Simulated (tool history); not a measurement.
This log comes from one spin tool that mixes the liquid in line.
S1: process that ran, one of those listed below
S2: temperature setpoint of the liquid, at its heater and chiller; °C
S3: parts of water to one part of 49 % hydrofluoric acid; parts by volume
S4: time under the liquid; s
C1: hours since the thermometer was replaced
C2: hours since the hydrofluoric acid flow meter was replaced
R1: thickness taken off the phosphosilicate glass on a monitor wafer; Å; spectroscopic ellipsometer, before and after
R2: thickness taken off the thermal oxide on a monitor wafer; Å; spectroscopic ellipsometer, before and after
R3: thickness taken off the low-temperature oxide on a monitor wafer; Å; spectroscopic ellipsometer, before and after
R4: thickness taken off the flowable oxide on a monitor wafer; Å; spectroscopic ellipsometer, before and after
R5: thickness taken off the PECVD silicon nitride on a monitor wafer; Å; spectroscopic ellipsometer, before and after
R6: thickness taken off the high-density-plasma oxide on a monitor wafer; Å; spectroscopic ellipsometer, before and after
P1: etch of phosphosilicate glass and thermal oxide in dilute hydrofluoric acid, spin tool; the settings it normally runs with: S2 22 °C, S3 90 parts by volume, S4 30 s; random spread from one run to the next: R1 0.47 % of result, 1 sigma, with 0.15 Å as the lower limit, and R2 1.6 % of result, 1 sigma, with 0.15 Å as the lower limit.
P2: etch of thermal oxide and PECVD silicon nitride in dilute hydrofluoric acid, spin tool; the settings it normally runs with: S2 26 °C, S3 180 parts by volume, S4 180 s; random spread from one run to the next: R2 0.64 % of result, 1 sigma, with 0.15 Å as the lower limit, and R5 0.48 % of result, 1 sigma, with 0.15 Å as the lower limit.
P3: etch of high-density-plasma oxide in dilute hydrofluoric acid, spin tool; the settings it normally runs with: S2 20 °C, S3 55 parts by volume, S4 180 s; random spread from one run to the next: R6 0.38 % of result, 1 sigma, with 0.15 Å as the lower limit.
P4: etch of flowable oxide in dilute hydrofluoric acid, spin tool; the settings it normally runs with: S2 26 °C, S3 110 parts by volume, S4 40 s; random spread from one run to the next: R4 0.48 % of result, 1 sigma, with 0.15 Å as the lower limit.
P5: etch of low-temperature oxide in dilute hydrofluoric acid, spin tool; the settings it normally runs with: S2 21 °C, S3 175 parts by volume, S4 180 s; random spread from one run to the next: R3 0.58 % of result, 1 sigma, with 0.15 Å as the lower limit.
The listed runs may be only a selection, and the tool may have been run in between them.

run 1 day=0.258 | S1=P1 S2=22 S3=90 S4=30 | C1=1654.7 C2=1034.9 | R1=246.04 R2=13.948
run 2 day=0.446 | S1=P1 S2=22 S3=90 S4=50 | C1=1659.2 C2=1039.4 | R1=412.82 R2=23.332
run 3 day=0.571 | S1=P5 S2=21 S3=175 S4=180 | C1=1662.2 C2=1042.4 | R3=156.37
run 4 day=0.779 | S1=P4 S2=26 S3=110 S4=40 | C1=1667.2 C2=1047.4 | R4=125.08
run 5 day=0.938 | S1=P5 S2=17 S3=175 S4=180 | C1=1671 C2=1051.2 | R3=132.89
run 6 day=1.154 | S1=P2 S2=26 S3=90 S4=180 | C1=1676.2 C2=1056.4 | R2=105.51 R5=126.95
run 7 day=1.425 | S1=P1 S2=17 S3=90 S4=30 | C1=1682.7 C2=1062.9 | R1=201.01 R2=11.517
run 8 day=1.658 | S1=P4 S2=19.5 S3=110 S4=40 | C1=1688.3 C2=1068.5 | R4=96.389
run 9 day=1.862 | S1=P1 S2=22 S3=90 S4=15 | C1=1693.2 C2=1073.4 | R1=123.15 R2=6.9795
run 10 day=2 | S1=P5 S2=21 S3=175 S4=180 | C1=1696.5 C2=1076.7 | R3=157.37
run 11 day=2.133 | S1=P1 S2=27 S3=90 S4=30 | C1=1699.7 C2=1079.9 | R1=301.5 R2=17.401
run 12 day=2.383 | S1=P1 S2=22 S3=90 S4=30 | C1=1705.7 C2=1085.9 | R1=247.72 R2=14.25
run 13 day=2.517 | S1=P4 S2=26 S3=175 S4=40 | C1=1708.9 C2=1089.1 | R4=72.957
run 14 day=2.662 | S1=P1 S2=22 S3=90 S4=30 | C1=1712.4 C2=1092.6 | R1=250.25 R2=13.955
run 15 day=2.804 | S1=P1 S2=22 S3=155 S4=30 | C1=1715.8 C2=1096 | R1=133.97 R2=7.5369
run 16 day=3.058 | S1=P2 S2=19.5 S3=180 S4=180 | C1=1721.9 C2=1102.1 | R2=37.4 R5=41.638
run 17 day=3.258 | S1=P1 S2=22 S3=20 S4=30 | C1=1726.7 C2=1106.9 | R1=1219.1 R2=67.324
run 18 day=3.425 | S1=P3 S2=20 S3=25 S4=180 | C1=1730.7 C2=1110.9 | R6=340.3
run 19 day=3.692 | S1=P3 S2=20 S3=55 S4=45 | C1=1737.1 C2=1117.3 | R6=37.193
run 20 day=3.85 | S1=P1 S2=28 S3=90 S4=15 | C1=1740.9 C2=1121.1 | R1=157.93 R2=9.1728
run 21 day=4.054 | S1=P1 S2=22 S3=90 S4=30 | C1=1745.8 C2=1126 | R1=248.87 R2=13.808
run 22 day=4.196 | S1=P1 S2=22 S3=135 S4=50 | C1=1749.2 C2=1129.4 | R1=261.1 R2=14.684
run 23 day=4.358 | S1=P2 S2=26 S3=180 S4=180 | C1=1753.1 C2=1133.3 | R2=46.924 R5=63.963
run 24 day=4.575 | S1=P1 S2=27.5 S3=130 S4=30 | C1=1758.3 C2=1138.5 | R1=201.53 R2=11.406
run 25 day=4.808 | S1=P1 S2=22 S3=90 S4=30 | C1=1763.9 C2=1144.1 | R1=248.64 R2=13.772
run 26 day=5.033 | S1=P3 S2=20 S3=55 S4=180 | C1=1769.3 C2=1149.5 | R6=149.17
run 27 day=5.233 | S1=P5 S2=21 S3=90 S4=180 | C1=1774.1 C2=1154.3 | R3=334.59
run 28 day=5.479 | S1=P4 S2=26 S3=110 S4=40 | C1=1780 C2=1160.2 | R4=125.78
run 29 day=5.638 | S1=P3 S2=17 S3=55 S4=180 | C1=1783.8 C2=1164 | R6=130.75
run 30 day=5.904 | S1=P4 S2=26 S3=110 S4=20 | C1=1790.2 C2=1170.4 | R4=62.818
run 31 day=6.104 | S1=P5 S2=21 S3=175 S4=295 | C1=1795 C2=1175.2 | R3=254.72
run 32 day=6.254 | S1=P2 S2=26 S3=180 S4=65 | C1=1798.6 C2=1178.8 | R2=16.911 R5=23.088
run 33 day=6.479 | S1=P1 S2=22 S3=90 S4=30 | C1=1804 C2=1184.2 | R1=249.72 R2=14.054
run 34 day=6.625 | S1=P1 S2=22 S3=90 S4=30 | C1=1807.5 C2=1187.7 | R1=241.29 R2=13.501
run 35 day=6.85 | S1=P1 S2=22 S3=90 S4=30 | C1=1812.9 C2=1193.1 | R1=238.97 R2=13.131
run 36 day=7.054 | S1=P1 S2=22 S3=90 S4=30 | C1=1817.8 C2=1198 | R1=234.63 R2=13.502
run 37 day=7.258 | S1=P1 S2=22 S3=90 S4=30 | C1=1822.7 C2=1202.9 | R1=234.14 R2=13.068
run 38 day=7.438 | S1=P1 S2=22 S3=90 S4=30 | C1=1827 C2=1207.2 | R1=235.71 R2=13.246
run 39 day=7.638 | S1=P1 S2=22 S3=90 S4=30 | C1=1831.8 C2=1212 | R1=232.09 R2=13.314
run 40 day=7.854 | S1=P1 S2=22 S3=90 S4=30 | C1=1837 C2=1217.2 | R1=232.96 R2=13.279
run 41 day=8.104 | S1=P1 S2=22 S3=90 S4=30 | C1=1843 C2=1223.2 | R1=233.05 R2=13.207

Something has made what P1 gives creep away from where it was; the 2 causes below, each at its own stated size, fit the log equally well:
A: hydrofluoric acid flow below the setpoint (%) = 5.73
B: liquid colder than its thermometer reads (K) = 1.6
The onset of the drift is placed at about day 6.479.

4 check runs are offered, one wafer each, their results left as question marks. Which one tells the causes apart?
run check 1 day=8.354 | S1=P4 S2=26 S3=110 S4=40 | R4=?
run check 2 day=8.354 | S1=P3 S2=20 S3=55 S4=180 | R6=?
run check 3 day=8.354 | S1=P5 S2=21 S3=175 S4=180 | R3=?
run check 4 day=8.354 | S1=P2 S2=26 S3=180 S4=180 | R2=? R5=?

Predicted outcomes, by check and by cause:
check=check_1 result=R4 if_A=117.46 if_B=118.08
check=check_2 result=R6 if_A=140.05 if_B=139.32
check=check_3 result=R3 if_A=145.57 if_B=146.65
check=check_4 result=R2 if_A=44.002 if_B=44.549
check=check_4 result=R5 if_A=60.256 if_B=57.782
Per check, the gap between the least separated pair of causes, taken in the result that splits them most: check 1 0.53 %; check 2 0.52 %; check 3 0.74 %; check 4 4.19 %
Only in check 4 would the causes give clearly different results; in the remaining checks their results would be nearly the same.

Check 4 was carried out, with these results: R2 43.892 Å; R5 60.515 Å. Which of the listed causes is responsible?

It was cause A: hydrofluoric acid flow below the setpoint (%).
